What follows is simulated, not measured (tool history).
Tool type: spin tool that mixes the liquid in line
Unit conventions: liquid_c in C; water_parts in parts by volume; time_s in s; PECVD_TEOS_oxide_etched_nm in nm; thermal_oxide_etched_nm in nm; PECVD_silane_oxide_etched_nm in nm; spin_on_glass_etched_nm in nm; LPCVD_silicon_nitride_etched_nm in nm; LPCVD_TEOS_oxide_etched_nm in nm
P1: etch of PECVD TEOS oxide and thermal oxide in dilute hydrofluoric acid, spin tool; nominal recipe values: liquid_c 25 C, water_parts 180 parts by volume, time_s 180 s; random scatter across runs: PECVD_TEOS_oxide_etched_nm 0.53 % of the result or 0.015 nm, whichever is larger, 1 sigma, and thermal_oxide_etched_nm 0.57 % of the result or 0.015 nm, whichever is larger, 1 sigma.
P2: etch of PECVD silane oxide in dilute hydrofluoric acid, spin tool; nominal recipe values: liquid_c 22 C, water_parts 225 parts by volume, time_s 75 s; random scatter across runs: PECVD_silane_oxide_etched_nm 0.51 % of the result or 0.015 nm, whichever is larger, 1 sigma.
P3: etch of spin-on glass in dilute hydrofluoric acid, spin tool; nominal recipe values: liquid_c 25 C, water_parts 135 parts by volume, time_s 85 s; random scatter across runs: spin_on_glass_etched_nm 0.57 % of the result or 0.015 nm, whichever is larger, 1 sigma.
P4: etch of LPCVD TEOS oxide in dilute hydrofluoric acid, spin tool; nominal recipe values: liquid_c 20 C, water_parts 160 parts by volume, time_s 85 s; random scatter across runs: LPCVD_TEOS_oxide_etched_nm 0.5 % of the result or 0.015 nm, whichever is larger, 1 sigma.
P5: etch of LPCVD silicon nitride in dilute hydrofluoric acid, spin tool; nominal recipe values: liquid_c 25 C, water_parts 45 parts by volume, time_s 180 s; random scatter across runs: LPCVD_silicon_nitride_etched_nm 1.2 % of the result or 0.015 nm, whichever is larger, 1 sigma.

run,day,process,liquid_c,water_parts,time_s,PECVD_TEOS_oxide_etched_nm,thermal_oxide_etched_nm,PECVD_silane_oxide_etched_nm,spin_on_glass_etched_nm,LPCVD_silicon_nitride_etched_nm,LPCVD_TEOS_oxide_etched_nm
1,0.325,P1,25,180,180,17.943,4.4311,,,,
2,0.846,P1,25,180,180,17.742,4.378,,,,
3,1.279,P2,22,225,75,,,6.2178,,,
4,1.875,P2,22,225,75,,,6.2675,,,
5,2.479,P3,19,135,85,,,,18.748,,
6,2.875,P3,25,135,85,,,,23.823,,
7,3.246,P2,22,225,15,,,1.2477,,,
8,3.604,P1,25,180,180,17.73,4.4017,,,,
9,4.042,P5,32.5,45,180,,,,,3.6412,
10,4.379,P1,21,180,180,15.437,3.8266,,,,
11,4.792,P1,30.5,120,180,35.629,8.7701,,,,
12,5.425,P4,20,35,85,,,,,,129.94
13,5.829,P5,25,45,335,,,,,4.1704,
# day 6.062: hydrofluoric acid flow meter replaced
14,6.362,P3,25,245,85,,,,11.642,,
15,6.962,P1,25,105,180,33.961,8.2746,,,,
16,7.454,P4,20,160,85,,,,,,24.208
17,7.896,P1,25,180,180,17.849,4.4326,,,,
18,8.521,P2,28,225,75,,,7.7416,,,
19,9.071,P1,31.5,180,180,22.622,5.6266,,,,
20,9.592,P4,28,160,85,,,,,,33.281
21,10.262,P1,25,180,180,17.746,4.4367,,,,
22,10.946,P5,25,45,180,,,,,2.2232,
23,11.312,P1,25,180,180,17.798,4.4289,,,,
24,11.792,P1,29.5,180,320,37.505,9.2152,,,,
25,12.288,P4,20,160,85,,,,,,24.535
26,12.9,P2,22,110,75,,,14.629,,,
27,13.608,P3,25,135,125,,,,35.048,,
28,14.096,P1,25,300,180,9.5725,2.3559,,,,

Run 29 is up next; what results do you expect?
29,14.717,P5,25,30,180,,,,,?,

{"run 29": {"LPCVD_silicon_nitride_etched_nm": 3.2628}}
